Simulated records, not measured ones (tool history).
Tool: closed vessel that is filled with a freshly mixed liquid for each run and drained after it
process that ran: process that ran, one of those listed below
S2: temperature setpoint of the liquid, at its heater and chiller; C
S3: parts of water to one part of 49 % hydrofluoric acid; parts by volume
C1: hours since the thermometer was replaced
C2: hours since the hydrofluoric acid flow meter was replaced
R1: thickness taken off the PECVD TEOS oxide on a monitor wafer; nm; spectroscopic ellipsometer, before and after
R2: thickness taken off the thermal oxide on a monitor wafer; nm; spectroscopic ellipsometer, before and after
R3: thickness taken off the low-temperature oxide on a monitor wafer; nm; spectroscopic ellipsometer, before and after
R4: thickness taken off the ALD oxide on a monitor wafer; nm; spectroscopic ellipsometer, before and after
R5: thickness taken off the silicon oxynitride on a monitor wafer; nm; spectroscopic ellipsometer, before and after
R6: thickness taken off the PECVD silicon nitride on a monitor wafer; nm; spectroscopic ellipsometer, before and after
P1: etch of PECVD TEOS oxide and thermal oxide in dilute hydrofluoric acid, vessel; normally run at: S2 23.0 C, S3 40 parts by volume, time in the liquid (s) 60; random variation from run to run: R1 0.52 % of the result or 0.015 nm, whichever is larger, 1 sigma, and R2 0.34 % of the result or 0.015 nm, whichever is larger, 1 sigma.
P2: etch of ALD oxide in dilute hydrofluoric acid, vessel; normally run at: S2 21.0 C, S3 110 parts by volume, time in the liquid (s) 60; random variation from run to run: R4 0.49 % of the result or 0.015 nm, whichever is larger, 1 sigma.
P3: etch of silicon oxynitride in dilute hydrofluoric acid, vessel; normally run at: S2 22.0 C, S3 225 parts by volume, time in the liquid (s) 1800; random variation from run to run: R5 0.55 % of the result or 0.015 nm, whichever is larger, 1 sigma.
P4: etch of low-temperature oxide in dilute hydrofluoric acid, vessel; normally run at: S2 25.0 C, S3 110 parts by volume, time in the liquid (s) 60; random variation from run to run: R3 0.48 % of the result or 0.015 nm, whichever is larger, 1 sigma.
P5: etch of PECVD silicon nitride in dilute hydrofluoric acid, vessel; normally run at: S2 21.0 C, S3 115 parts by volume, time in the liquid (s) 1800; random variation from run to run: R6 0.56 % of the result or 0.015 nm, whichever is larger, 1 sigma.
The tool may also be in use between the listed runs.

Run 1, day 0.250: process that ran P1, S2 23.0 C, S3 40 parts by volume, time in the liquid (s) 60; C1 1020.3; C2 952.0. Result: R1 31.179 nm, R2 6.6574 nm.
Run 2, day 0.658: process that ran P4, S2 25.0 C, S3 110 parts by volume, time in the liquid (s) 115; C1 1030.1; C2 961.8. Result: R3 24.8860 nm.
Run 3, day 1.008: process that ran P1, S2 23.0 C, S3 20 parts by volume, time in the liquid (s) 60; C1 1038.5; C2 970.2. Result: R1 63.369 nm, R2 13.6530 nm.
Run 4, day 1.371: process that ran P2, S2 21.0 C, S3 70 parts by volume, time in the liquid (s) 60; C1 1047.2; C2 978.9. Result: R4 22.3040 nm.
Run 5, day 1.658: process that ran P1, S2 29.0 C, S3 20 parts by volume, time in the liquid (s) 60; C1 1054.1; C2 985.8. Result: R1 81.987 nm, R2 17.5520 nm.
Run 6, day 1.946: process that ran P1, S2 23.0 C, S3 40 parts by volume, time in the liquid (s) 60; C1 1061.0; C2 992.7. Result: R1 31.025 nm, R2 6.6593 nm.
Run 7, day 2.238: process that ran P1, S2 17.5 C, S3 40 parts by volume, time in the liquid (s) 60; C1 1068.0; C2 999.7. Result: R1 24.524 nm, R2 5.2761 nm.
Run 8, day 2.725: process that ran P3, S2 22.0 C, S3 225 parts by volume, time in the liquid (s) 305; C1 1079.7; C2 1011.4. Result: R5 1.8142 nm.
Run 9, day 3.083: process that ran P3, S2 22.0 C, S3 110 parts by volume, time in the liquid (s) 1800; C1 1088.3; C2 1020.0. Result: R5 24.0420 nm.
Run 10, day 3.567: process that ran P1, S2 23.0 C, S3 65 parts by volume, time in the liquid (s) 60; C1 1099.9; C2 1031.6. Result: R1 18.399 nm, R2 3.9849 nm.
Run 11, day 3.917: process that ran P2, S2 21.0 C, S3 110 parts by volume, time in the liquid (s) 30; C1 1108.3; C2 1040.0. Result: R4 6.7619 nm.
Run 12, day 4.412: process that ran P1, S2 27.5 C, S3 40 parts by volume, time in the liquid (s) 95; C1 1120.2; C2 1051.9. Result: R1 58.943 nm, R2 12.7620 nm.
Run 13, day 4.854: process that ran P1, S2 23.0 C, S3 40 parts by volume, time in the liquid (s) 60; C1 1130.8; C2 1062.5. Result: R1 31.154 nm, R2 6.6865 nm.
Run 14, day 5.279: process that ran P1, S2 23.0 C, S3 40 parts by volume, time in the liquid (s) 60; C1 1141.0; C2 1072.7. Result: R1 31.380 nm, R2 6.6316 nm.
Run 15, day 5.762: process that ran P1, S2 28.0 C, S3 40 parts by volume, time in the liquid (s) 60; C1 1152.6; C2 1084.3. Result: R1 37.823 nm, R2 8.2105 nm.
Run 16, day 6.200: process that ran P2, S2 25.0 C, S3 110 parts by volume, time in the liquid (s) 60; C1 1163.1; C2 1094.8. Result: R4 15.8210 nm.
Run 17, day 6.446: process that ran P4, S2 25.0 C, S3 160 parts by volume, time in the liquid (s) 60; C1 1169.0; C2 1100.7. Result: R3 8.4784 nm.
Run 18, day 6.862: process that ran P2, S2 21.0 C, S3 110 parts by volume, time in the liquid (s) 60; C1 1179.0; C2 1110.7. Result: R4 13.5080 nm.
Run 19, day 7.271: process that ran P5, S2 21.0 C, S3 115 parts by volume, time in the liquid (s) 1800; C1 1188.8; C2 1120.5. Result: R6 25.8910 nm.
Run 20, day 7.621: process that ran P3, S2 17.0 C, S3 225 parts by volume, time in the liquid (s) 1800; C1 1197.2; C2 1128.9. Result: R5 8.6108 nm.
Run 21, day 7.871: process that ran P1, S2 19.0 C, S3 20 parts by volume, time in the liquid (s) 60; C1 1203.2; C2 1134.9. Result: R1 53.734 nm, R2 11.5340 nm.
Run 22, day 8.100: process that ran P5, S2 21.0 C, S3 115 parts by volume, time in the liquid (s) 220; C1 1208.7; C2 1140.4. Result: R6 3.1433 nm.
Run 23, day 8.558: process that ran P5, S2 21.0 C, S3 165 parts by volume, time in the liquid (s) 1800; C1 1219.7; C2 1151.4. Result: R6 18.1610 nm.
Run 24, day 8.833: process that ran P5, S2 21.0 C, S3 115 parts by volume, time in the liquid (s) 1800; C1 1226.3; C2 1158.0. Result: R6 26.1130 nm.
Run 25, day 9.104: process that ran P5, S2 29.5 C, S3 115 parts by volume, time in the liquid (s) 1800; C1 1232.8; C2 1164.5. Result: R6 45.0630 nm.
Run 26, day 9.567: process that ran P3, S2 22.0 C, S3 225 parts by volume, time in the liquid (s) 1800; C1 1243.9; C2 1175.6. Result: R5 10.8850 nm.
Run 27, day 9.912: process that ran P4, S2 17.5 C, S3 110 parts by volume, time in the liquid (s) 60; C1 1252.2; C2 1183.9. Result: R3 9.5902 nm.
Run 28, day 10.400: process that ran P1, S2 23.0 C, S3 40 parts by volume, time in the liquid (s) 30; C1 1263.9; C2 1195.6. Result: R1 15.566 nm, R2 3.3254 nm.
Run 29, day 10.904: process that ran P2, S2 21.0 C, S3 110 parts by volume, time in the liquid (s) 60; C1 1276.0; C2 1207.7. Result: R4 13.6440 nm.
Run 30, day 11.329: process that ran P1, S2 23.0 C, S3 40 parts by volume, time in the liquid (s) 60; C1 1286.2; C2 1217.9. Result: R1 30.973 nm, R2 6.6642 nm.
Run 31, day 11.579: process that ran P4, S2 25.0 C, S3 110 parts by volume, time in the liquid (s) 60; C1 1292.2; C2 1223.9. Result: R3 13.0110 nm.
Run 32, day 11.992: process that ran P1, S2 23.0 C, S3 40 parts by volume, time in the liquid (s) 110; C1 1302.1; C2 1233.8. Result: R1 57.098 nm, R2 12.3000 nm.
Run 33, day 12.238: process that ran P1, S2 23.0 C, S3 40 parts by volume, time in the liquid (s) 60; C1 1308.0; C2 1239.7. Result: R1 30.877 nm, R2 6.6721 nm.
Run 34, day 12.471: process that ran P1, S2 23.0 C, S3 40 parts by volume, time in the liquid (s) 60; C1 1313.6; C2 1245.3. Result: R1 31.647 nm, R2 6.7756 nm.
Run 35, day 12.762: process that ran P1, S2 23.0 C, S3 40 parts by volume, time in the liquid (s) 60; C1 1320.6; C2 1252.3. Result: R1 32.332 nm, R2 6.8982 nm.
Run 36, day 12.996: process that ran P1, S2 23.0 C, S3 40 parts by volume, time in the liquid (s) 60; C1 1326.2; C2 1257.9. Result: R1 32.356 nm, R2 6.9967 nm.
Run 37, day 13.433: process that ran P1, S2 23.0 C, S3 40 parts by volume, time in the liquid (s) 60; C1 1336.7; C2 1268.4. Result: R1 33.102 nm, R2 7.0815 nm.
Run 38, day 13.867: process that ran P1, S2 23.0 C, S3 40 parts by volume, time in the liquid (s) 60; C1 1347.1; C2 1278.8. Result: R1 33.022 nm, R2 7.1738 nm.
Run 39, day 14.100: process that ran P1, S2 23.0 C, S3 40 parts by volume, time in the liquid (s) 60; C1 1352.7; C2 1284.4. Result: R1 33.230 nm, R2 7.1946 nm.
Run 40, day 14.375: process that ran P1, S2 23.0 C, S3 40 parts by volume, time in the liquid (s) 60; C1 1359.3; C2 1291.0. Result: R1 33.564 nm, R2 7.1778 nm.
Run 41, day 14.754: process that ran P1, S2 23.0 C, S3 40 parts by volume, time in the liquid (s) 60; C1 1368.4; C2 1300.1. Result: R1 33.895 nm, R2 7.1644 nm.
Run 42, day 15.171: process that ran P1, S2 23.0 C, S3 40 parts by volume, time in the liquid (s) 60; C1 1378.4; C2 1310.1. Result: R1 33.679 nm, R2 7.1557 nm.
Run 43, day 15.488: process that ran P1, S2 23.0 C, S3 40 parts by volume, time in the liquid (s) 60; C1 1386.0; C2 1317.7. Result: R1 33.634 nm, R2 7.1944 nm.

What P1 gives has crept away from where it was. These 2 causes fit the log equally well, each at the size given:
A: liquid hotter than its thermometer reads (K) = 1.87
B: hydrofluoric acid flow above the setpoint (%) = 7.66
The creep began at about day 12.238.

4 check runs are offered, one wafer each, their results left as question marks. Which one tells the causes apart?
Run check 1, day 15.804: process that ran P2, S2 21.0 C, S3 110 parts by volume, time in the liquid (s) 60. Result: R4 ?.
Run check 2, day 15.804: process that ran P5, S2 21.0 C, S3 115 parts by volume, time in the liquid (s) 1800. Result: R6 ?.
Run check 3, day 15.804: process that ran P3, S2 22.0 C, S3 225 parts by volume, time in the liquid (s) 1800. Result: R5 ?.
Run check 4, day 15.804: process that ran P4, S2 25.0 C, S3 110 parts by volume, time in the liquid (s) 60. Result: R3 ?.

What each check would give under each cause:
  check  result     if A     if B
check 1      R4  14.5820  14.6950
check 2      R6  29.3510  27.8540
check 3      R5  11.7690  11.7880
check 4      R3  14.0030  14.1630
How far apart the two closest causes lie, in the result that separates them most: check 1 0.77 %; check 2 5.23 %; check 3 0.16 %; check 4 1.14 %
Only check 2 tells the causes apart: in the others they would give nearly the same result.

Then check 2 was run and gave: R6 29.2450 nm. Which cause is it?

It is A: liquid hotter than its thermometer reads (K).

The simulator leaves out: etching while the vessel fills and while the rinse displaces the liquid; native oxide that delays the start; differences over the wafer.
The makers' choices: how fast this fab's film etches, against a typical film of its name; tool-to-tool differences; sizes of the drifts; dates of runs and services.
